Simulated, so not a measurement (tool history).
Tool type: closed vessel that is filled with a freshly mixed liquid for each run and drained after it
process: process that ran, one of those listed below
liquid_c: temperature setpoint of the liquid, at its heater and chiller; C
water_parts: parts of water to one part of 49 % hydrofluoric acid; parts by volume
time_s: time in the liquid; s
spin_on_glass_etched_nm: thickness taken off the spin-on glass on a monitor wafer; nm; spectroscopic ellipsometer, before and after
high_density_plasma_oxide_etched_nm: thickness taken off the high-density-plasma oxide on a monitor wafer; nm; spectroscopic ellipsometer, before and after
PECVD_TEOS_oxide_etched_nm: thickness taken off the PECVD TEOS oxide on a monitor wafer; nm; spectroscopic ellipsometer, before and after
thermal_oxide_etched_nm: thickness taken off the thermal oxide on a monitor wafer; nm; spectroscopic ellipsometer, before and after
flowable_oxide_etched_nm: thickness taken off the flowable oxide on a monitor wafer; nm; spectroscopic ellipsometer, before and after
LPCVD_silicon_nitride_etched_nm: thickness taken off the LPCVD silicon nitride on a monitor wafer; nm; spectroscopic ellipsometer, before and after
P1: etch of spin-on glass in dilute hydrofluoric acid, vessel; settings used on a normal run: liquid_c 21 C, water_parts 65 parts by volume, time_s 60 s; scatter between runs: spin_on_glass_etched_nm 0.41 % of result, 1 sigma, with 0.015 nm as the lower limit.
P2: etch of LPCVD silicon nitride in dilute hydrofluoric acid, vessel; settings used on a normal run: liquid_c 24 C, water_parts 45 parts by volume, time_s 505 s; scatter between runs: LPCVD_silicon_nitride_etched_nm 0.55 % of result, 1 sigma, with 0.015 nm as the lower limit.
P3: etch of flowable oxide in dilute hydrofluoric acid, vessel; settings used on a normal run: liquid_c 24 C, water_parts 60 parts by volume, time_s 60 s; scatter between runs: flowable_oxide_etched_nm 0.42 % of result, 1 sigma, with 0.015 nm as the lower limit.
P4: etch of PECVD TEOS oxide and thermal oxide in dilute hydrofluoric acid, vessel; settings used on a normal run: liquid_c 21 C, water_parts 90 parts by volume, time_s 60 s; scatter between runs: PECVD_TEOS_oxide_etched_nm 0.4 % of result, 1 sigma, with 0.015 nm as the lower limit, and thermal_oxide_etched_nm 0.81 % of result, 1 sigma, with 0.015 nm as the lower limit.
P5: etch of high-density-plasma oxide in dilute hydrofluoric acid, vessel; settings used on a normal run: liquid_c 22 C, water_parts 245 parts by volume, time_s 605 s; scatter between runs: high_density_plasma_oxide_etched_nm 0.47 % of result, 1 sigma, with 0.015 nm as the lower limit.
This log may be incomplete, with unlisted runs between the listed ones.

run   hour  process  liquid_c  water_parts  time_s  hours since the thermometer was replaced  hours since the hydrofluoric acid flow meter was replaced  spin_on_glass_etched_nm  high_density_plasma_oxide_etched_nm  PECVD_TEOS_oxide_etched_nm  thermal_oxide_etched_nm  flowable_oxide_etched_nm  LPCVD_silicon_nitride_etched_nm
  1    7.4       P1        21           65      60                                     310.2                                                      356.2                   42.826
  2     12       P5        17          245     605                                     314.8                                                      360.8                                                        11.049
  3   18.9       P5        22          245     605                                     321.7                                                      367.7                                                        13.422
  4   25.9       P1        21          105      60                                     328.7                                                      374.7                   25.466
  5   32.1       P4        21           90     110                                     334.9                                                      380.9                                                                                    22.417                   5.3505
  6   41.8       P1        21           65      30                                     344.6                                                      390.6                   21.438
      47.5  -- thermometer replaced
  7   50.3       P4        21           40      60                                       2.8                                                      399.1                                                                                    29.127                   6.9785
  8   56.8       P1        21           65      60                                       9.3                                                      405.6                   42.694
  9     62       P3        24           35      60                                      14.5                                                      410.8                                                                                                                                       38.777
 10   70.4       P1        21           65      60                                      22.9                                                      419.2                   43.081
 11   74.7       P1      27.5           65      60                                      27.2                                                      423.5                   56.122
 12   78.9       P3        24           60      60                                      31.4                                                      427.7                                                                                                                                        21.79
 13   88.4       P4        17           90      60                                      40.9                                                      437.2                                                                                    10.368                   2.5019
 14   97.5       P3        30           60      60                                        50                                                      446.3                                                                                                                                        27.78
 15  106.3       P5        22           50     605                                      58.8                                                      455.1                                                        81.632
 16  115.8       P2        17           45     505                                      68.3                                                      464.6                                                                                                                                                                        3.3902
 17  124.5       P1      28.5          110      60                                        77                                                      473.3                   32.233
 18  129.8       P2        24           65     505                                      82.3                                                      478.6                                                                                                                                                                        3.8325
 19  138.5       P1        21           65      60                                        91                                                      487.3                   43.039
 20  147.6       P5        22          245    1080                                     100.1                                                      496.4                                                        23.972
 21  154.7       P2        24           45     505                                     107.2                                                      503.5                                                                                                                                                                        5.4767
 22  162.8       P1        21           20      60                                     115.3                                                      511.6                   147.89
 23  170.4       P2        24           45     960                                     122.9                                                      519.2                                                                                                                                                                        10.449
 24    177       P3        24           60      30                                     129.5                                                      525.8                                                                                                                                       11.071
 25  183.1       P1        21           65     100                                     135.6                                                      531.9                   71.447
 26  191.1       P2        24           45     505                                     143.6                                                      539.9                                                                                                                                                                        5.4668
 27  200.5       P4        21           90      60                                       153                                                      549.3                                                                                    12.143                   2.9911
 28  209.7       P1        21           90      90                                     162.2                                                      558.5                   45.471
 29    215       P1        17           65      60                                     167.5                                                      563.8                   36.104
 30  219.6       P1        21           65      60                                     172.1                                                      568.4                   42.899
 31  228.8       P4        21           90      60                                     181.3                                                      577.6                                                                                    12.254                   2.9764
 32  234.7       P1        21           65      60                                     187.2                                                      583.5                   42.595
 33  241.1       P1        21           65      60                                     193.6                                                      589.9                   44.191
 34  250.7       P1        21           65      60                                     203.2                                                      599.5                   45.539
 35  255.6       P1        21           65      60                                     208.1                                                      604.4                   46.057
 36  262.3       P1        21           65      60                                     214.8                                                      611.1                   46.818
 37  267.8       P1        21           65      60                                     220.3                                                      616.6                   46.488
 38  272.6       P1        21           65      60                                     225.1                                                      621.4                   47.029
 39    281       P1        21           65      60                                     233.5                                                      629.8                   47.107
 40  287.9       P1        21           65      60                                     240.4                                                      636.7                   47.471
 41  293.1       P1        21           65      60                                     245.6                                                      641.9                   47.089

The output of P1 has drifted from where it used to be. Each of the 2 causes below, taken at the size shown beside it, accounts for the log equally well:
A: liquid hotter than its thermometer reads (K) = 2.28
B: hydrofluoric acid flow above the setpoint (%) = 9.14
Creep in the process output first set in at about hour 234.7.

Question marks stand in for the results of the 4 check runs listed below, each run on one wafer. Under which run would the listed causes show clearly different results?
check 1  298.3       P2        20           45     925                                                                                                                                                                                                                                                                                  ?
check 2  298.3       P4        17           90      80                                                                                                                                                                                              ?                        ?
check 3  298.3       P3      29.5           60      60                                                                                                                                                                                                                                                 ?
check 4  298.3       P5      17.5           75     605                                                                                                                                                                  ?

How each check would come out, cause by cause:
  check                               result    if A    if B
check 1      LPCVD_silicon_nitride_etched_nm  8.9667  8.3393
check 2           PECVD_TEOS_oxide_etched_nm  15.183  15.179
check 2              thermal_oxide_etched_nm   3.664  3.6629
check 3             flowable_oxide_etched_nm  29.754  29.955
check 4  high_density_plasma_oxide_etched_nm  48.017  47.924
Smallest distance between any two causes, each pair judged by its most separating result, in per cent: check 1 7.25 %; check 2 0.03 %; check 3 0.68 %; check 4 0.2 %
The causes can be told apart only by check 1. The other checks would give nearly the same results under each of them.

Check 1 was carried out, with these results: LPCVD_silicon_nitride_etched_nm 8.3587 nm. Which of the listed causes is responsible?

B is the cause: hydrofluoric acid flow above the setpoint (%).

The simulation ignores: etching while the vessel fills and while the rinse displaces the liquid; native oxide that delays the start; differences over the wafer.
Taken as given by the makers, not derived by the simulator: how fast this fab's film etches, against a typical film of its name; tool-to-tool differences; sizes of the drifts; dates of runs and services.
